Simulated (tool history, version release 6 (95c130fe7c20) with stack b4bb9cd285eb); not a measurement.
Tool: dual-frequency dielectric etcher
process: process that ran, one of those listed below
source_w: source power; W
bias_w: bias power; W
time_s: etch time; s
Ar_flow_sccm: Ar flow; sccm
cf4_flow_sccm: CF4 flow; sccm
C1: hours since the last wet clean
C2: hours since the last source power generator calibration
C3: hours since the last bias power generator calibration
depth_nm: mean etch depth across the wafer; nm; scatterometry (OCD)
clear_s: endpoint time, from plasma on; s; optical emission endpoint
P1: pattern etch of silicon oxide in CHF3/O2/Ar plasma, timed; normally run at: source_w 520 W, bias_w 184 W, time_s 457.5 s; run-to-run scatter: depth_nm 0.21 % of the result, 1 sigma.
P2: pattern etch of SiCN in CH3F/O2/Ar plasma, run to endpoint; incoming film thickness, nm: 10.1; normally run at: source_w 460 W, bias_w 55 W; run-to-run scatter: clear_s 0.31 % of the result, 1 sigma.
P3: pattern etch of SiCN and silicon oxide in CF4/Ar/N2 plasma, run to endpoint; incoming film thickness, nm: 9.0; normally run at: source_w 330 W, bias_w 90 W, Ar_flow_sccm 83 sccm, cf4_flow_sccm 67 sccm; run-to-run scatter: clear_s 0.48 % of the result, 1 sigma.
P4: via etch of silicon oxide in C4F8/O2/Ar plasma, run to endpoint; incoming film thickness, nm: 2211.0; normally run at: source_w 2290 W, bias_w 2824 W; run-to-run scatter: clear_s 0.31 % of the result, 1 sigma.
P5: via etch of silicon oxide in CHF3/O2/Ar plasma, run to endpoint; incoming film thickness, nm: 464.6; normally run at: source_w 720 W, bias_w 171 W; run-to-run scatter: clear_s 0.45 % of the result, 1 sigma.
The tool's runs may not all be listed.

Run 1, hour 4.7: process P1, source_w 520 W, bias_w 184 W, time_s 457.5 s; C1 88; C2 627; C3 331.1. Result: depth_nm 858.34 nm.
Run 2, hour 8.1: process P3, source_w 250 W, bias_w 90 W, Ar_flow_sccm 83 sccm, cf4_flow_sccm 67 sccm; C1 91.4; C2 630.4; C3 334.5. Result: clear_s 15.624 s.
Run 3, hour 12.6: process P1, source_w 520 W, bias_w 184 W, time_s 457.5 s; C1 95.9; C2 634.9; C3 339. Result: depth_nm 856.03 nm.
Run 4, hour 15.2: process P1, source_w 350 W, bias_w 184 W, time_s 457.5 s; C1 98.5; C2 637.5; C3 341.6. Result: depth_nm 739.34 nm.
Run 5, hour 20.1: process P1, source_w 520 W, bias_w 226 W, time_s 457.5 s; C1 103.4; C2 642.4; C3 346.5. Result: depth_nm 923.11 nm.
Run 6, hour 25.4: process P3, source_w 330 W, bias_w 54 W, Ar_flow_sccm 83 sccm, cf4_flow_sccm 67 sccm; C1 108.7; C2 647.7; C3 351.8. Result: clear_s 14.635 s.
Run 7, hour 30.6: process P4, source_w 2290 W, bias_w 3899 W; C1 113.9; C2 652.9; C3 357. Result: clear_s 338.7 s.
Run 8, hour 33.4: process P2, source_w 460 W, bias_w 55 W; C1 116.7; C2 655.7; C3 359.8. Result: clear_s 27.692 s.
Run 9, hour 37.1: process P2, source_w 460 W, bias_w 78 W; C1 120.4; C2 659.4; C3 363.5. Result: clear_s 24.593 s.
Run 10, hour 39.5: process P1, source_w 520 W, bias_w 184 W, time_s 457.5 s; C1 122.8; C2 661.8; C3 365.9. Result: depth_nm 856.71 nm.
Run 11, hour 42.5: process P4, source_w 2290 W, bias_w 2824 W; C1 125.8; C2 664.8; C3 368.9. Result: clear_s 376.19 s.
Run 12, hour 45.3: process P5, source_w 720 W, bias_w 171 W; C1 128.6; C2 667.6; C3 371.7. Result: clear_s 220.17 s.
Run 13, hour 49.8: process P4, source_w 3030 W, bias_w 2824 W; C1 133.1; C2 672.1; C3 376.2. Result: clear_s 334.79 s.
Run 14, hour 54: process P1, source_w 520 W, bias_w 184 W, time_s 628 s; C1 137.3; C2 676.3; C3 380.4. Result: depth_nm 1175 nm.
Run 15, hour 57.5: process P1, source_w 720 W, bias_w 184 W, time_s 457.5 s; C1 140.8; C2 679.8; C3 383.9. Result: depth_nm 972.56 nm.
Run 16, hour 62.3: process P1, source_w 520 W, bias_w 184 W, time_s 457.5 s; C1 145.6; C2 684.6; C3 388.7. Result: depth_nm 859.64 nm.
At hour 65.1: source power generator calibrated.
Run 17, hour 67.3: process P2, source_w 460 W, bias_w 55 W; C1 150.6; C2 2.3; C3 393.7. Result: clear_s 27.513 s.
Run 18, hour 70.9: process P3, source_w 330 W, bias_w 90 W, Ar_flow_sccm 51 sccm, cf4_flow_sccm 67 sccm; C1 154.2; C2 5.9; C3 397.3. Result: clear_s 11.547 s.
Run 19, hour 73.7: process P5, source_w 720 W, bias_w 103 W; C1 157; C2 8.7; C3 400.1. Result: clear_s 256.01 s.
Run 20, hour 77.4: process P3, source_w 330 W, bias_w 90 W, Ar_flow_sccm 83 sccm, cf4_flow_sccm 67 sccm; C1 160.7; C2 12.4; C3 403.8. Result: clear_s 12.192 s.
Run 21, hour 80.9: process P1, source_w 630 W, bias_w 184 W, time_s 643 s; C1 164.2; C2 15.9; C3 407.3. Result: depth_nm 1294.7 nm.
Run 22, hour 83.5: process P3, source_w 330 W, bias_w 90 W, Ar_flow_sccm 83 sccm, cf4_flow_sccm 67 sccm; C1 166.8; C2 18.5; C3 409.9. Result: clear_s 12.29 s.
Run 23, hour 87.1: process P2, source_w 620 W, bias_w 55 W; C1 170.4; C2 22.1; C3 413.5. Result: clear_s 24.574 s.
Run 24, hour 91.2: process P1, source_w 520 W, bias_w 108 W, time_s 457.5 s; C1 174.5; C2 26.2; C3 417.6. Result: depth_nm 720.25 nm.
Run 25, hour 94.3: process P5, source_w 880 W, bias_w 171 W; C1 177.6; C2 29.3; C3 420.7. Result: clear_s 203.08 s.
At hour 94.5: wet clean of the chamber.
Run 26, hour 99: process P1, source_w 520 W, bias_w 184 W, time_s 321.5 s; C1 4.6; C2 34; C3 425.4. Result: depth_nm 600.78 nm.
Run 27, hour 103.3: process P3, source_w 330 W, bias_w 90 W, Ar_flow_sccm 83 sccm, cf4_flow_sccm 88 sccm; C1 8.9; C2 38.3; C3 429.7. Result: clear_s 11.912 s.
Run 28, hour 106.1: process P5, source_w 720 W, bias_w 171 W; C1 11.7; C2 41.1; C3 432.5. Result: clear_s 219.11 s.
Run 29, hour 109.1: process P1, source_w 520 W, bias_w 184 W, time_s 457.5 s; C1 14.7; C2 44.1; C3 435.5. Result: depth_nm 857.62 nm.
Run 30, hour 111.9: process P1, source_w 520 W, bias_w 184 W, time_s 457.5 s; C1 17.5; C2 46.9; C3 438.3. Result: depth_nm 863.26 nm.
Run 31, hour 116.8: process P1, source_w 520 W, bias_w 184 W, time_s 457.5 s; C1 22.4; C2 51.8; C3 443.2. Result: depth_nm 862.89 nm.
Run 32, hour 121.2: process P1, source_w 520 W, bias_w 184 W, time_s 457.5 s; C1 26.8; C2 56.2; C3 447.6. Result: depth_nm 866.23 nm.
Run 33, hour 124.6: process P1, source_w 520 W, bias_w 184 W, time_s 457.5 s; C1 30.2; C2 59.6; C3 451. Result: depth_nm 863.73 nm.
At hour 125.6: wet clean of the chamber.
Run 34, hour 128.1: process P1, source_w 520 W, bias_w 184 W, time_s 457.5 s; C1 2.5; C2 63.1; C3 454.5. Result: depth_nm 867.78 nm.
Run 35, hour 132.6: process P1, source_w 520 W, bias_w 184 W, time_s 457.5 s; C1 7; C2 67.6; C3 459. Result: depth_nm 870.75 nm.
Run 36, hour 137.9: process P1, source_w 520 W, bias_w 184 W, time_s 457.5 s; C1 12.3; C2 72.9; C3 464.3. Result: depth_nm 872.48 nm.
Run 37, hour 141.5: process P1, source_w 520 W, bias_w 184 W, time_s 457.5 s; C1 15.9; C2 76.5; C3 467.9. Result: depth_nm 869.18 nm.
Run 38, hour 145.5: process P1, source_w 520 W, bias_w 184 W, time_s 457.5 s; C1 19.9; C2 80.5; C3 471.9. Result: depth_nm 868.19 nm.

What P1 gives has crept away from where it was. These 2 causes fit the log equally well, each at the size given:
A: bias power that arrives over what is set, % = 4.41
B: source power that arrives over what is set, % = 3.96
The creep began at about hour 109.1.
Why every other cause is out:
chamber walls in a state that raises the etch rate, %: serviced at hour 125.6, which brought nothing back

4 check runs are offered, each on 3 wafers whose results are averaged, their results left as question marks. Which one tells the causes apart?
Run check 1, hour 149.5: process P2, source_w 610 W, bias_w 77 W. Result: clear_s ?.
Run check 2, hour 149.5: process P3, source_w 330 W, bias_w 56 W, Ar_flow_sccm 83 sccm, cf4_flow_sccm 67 sccm. Result: clear_s ?.
Run check 3, hour 149.5: process P4, source_w 2900 W, bias_w 3817 W. Result: clear_s ?.
Run check 4, hour 149.5: process P5, source_w 720 W, bias_w 143 W. Result: clear_s ?.

What each check would give under each cause:
  check   result    if A    if B
check 1  clear_s  21.846  21.854
check 2  clear_s  14.191  13.901
check 3  clear_s  307.11  306.71
check 4  clear_s  229.81  229.47
How far apart the two closest causes lie, in the result that separates them most: check 1 0.04 %; check 2 2.06 %; check 3 0.13 %; check 4 0.14 %
Check 2 tells the causes apart: in the others they would give nearly the same result.

Then check 2 was run and gave: clear_s 14.214 s. Which cause is it?

It is A: bias power that arrives over what is set, %.
